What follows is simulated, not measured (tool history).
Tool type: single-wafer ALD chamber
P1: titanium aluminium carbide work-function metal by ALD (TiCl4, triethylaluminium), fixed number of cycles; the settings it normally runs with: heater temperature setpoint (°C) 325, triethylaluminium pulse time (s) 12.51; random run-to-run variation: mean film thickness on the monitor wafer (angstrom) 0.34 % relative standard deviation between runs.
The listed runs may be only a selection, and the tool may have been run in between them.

run	day	heater temperature setpoint (°C)	triethylaluminium pulse time (s)	hours since the last thermocouple change	hours since the last triethylaluminium bottle change	mean film thickness on the monitor wafer (angstrom)
1	0.396	325	12.51	222.9	356.1	22.837
2	0.742	349	12.51	231.2	364.4	24.977
3	1.1	302	12.51	239.8	373	20.746
4	1.488	342	18.14	249.1	382.3	24.692
5	1.883	325	16.19	258.6	391.8	23.07
6	2.25	325	4.75	267.4	400.6	18.642
7	2.733	342	6.11	279	412.2	21.646
8	3.262	325	12.51	291.7	424.9	22.918
9	3.7	325	12.51	302.2	435.4	22.902
# day 3.742: triethylaluminium bottle replaced
10	4.325	348	17.44	317.2	14	25.189
11	4.925	325	12.51	331.6	28.4	22.897
12	5.317	325	12.51	341	37.8	22.872
13	5.754	325	12.51	351.5	48.3	22.875
14	6.208	325	12.51	362.4	59.2	22.693
15	6.754	325	12.51	375.5	72.3	22.699
16	7.133	325	12.51	384.6	81.4	22.502
17	7.446	325	12.51	392.1	88.9	22.482
18	7.896	325	12.51	402.9	99.7	22.449
19	8.225	325	12.51	410.8	107.6	22.542
20	8.592	325	12.51	419.6	116.4	22.454
21	8.967	325	12.51	428.6	125.4	22.454
22	9.496	325	12.51	441.3	138.1	22.621
23	9.888	325	12.51	450.7	147.5	22.414
24	10.342	325	12.51	461.6	158.4	22.443

What P1 gives has crept off from where it sat before. The 2 causes that follow fit the log equally well, each at the size noted:
A: triethylaluminium dose below that of a fresh bottle (%) = 18.6
B: wafer temperature below the value expected at the setpoint (K) = 4.18
The process output started creeping at around day 5.754.

4 check runs are offered, one wafer each, their results left as question marks. Which one tells the causes apart?
check 1	10.796	344	12.51			?
check 2	10.796	346	12.51			?
check 3	10.796	325	6.33			?
check 4	10.796	304	12.51			?

Outcome of each check run for each possible cause:
check	result	if A	if B
check 1	mean film thickness on the monitor wafer (angstrom)	24.184	24.21
check 2	mean film thickness on the monitor wafer (angstrom)	24.365	24.394
check 3	mean film thickness on the monitor wafer (angstrom)	19.244	20.209
check 4	mean film thickness on the monitor wafer (angstrom)	20.602	20.577
How far apart the two closest causes lie, in the result that separates them most: check 1 0.11 %; check 2 0.12 %; check 3 4.9 %; check 4 0.12 %
Only check 3 tells the causes apart: in the others they would give nearly the same result.

Here is what check 3 returned: mean film thickness on the monitor wafer (angstrom) 20.123. Which cause is it?

The cause is B: wafer temperature below the value expected at the setpoint (K).
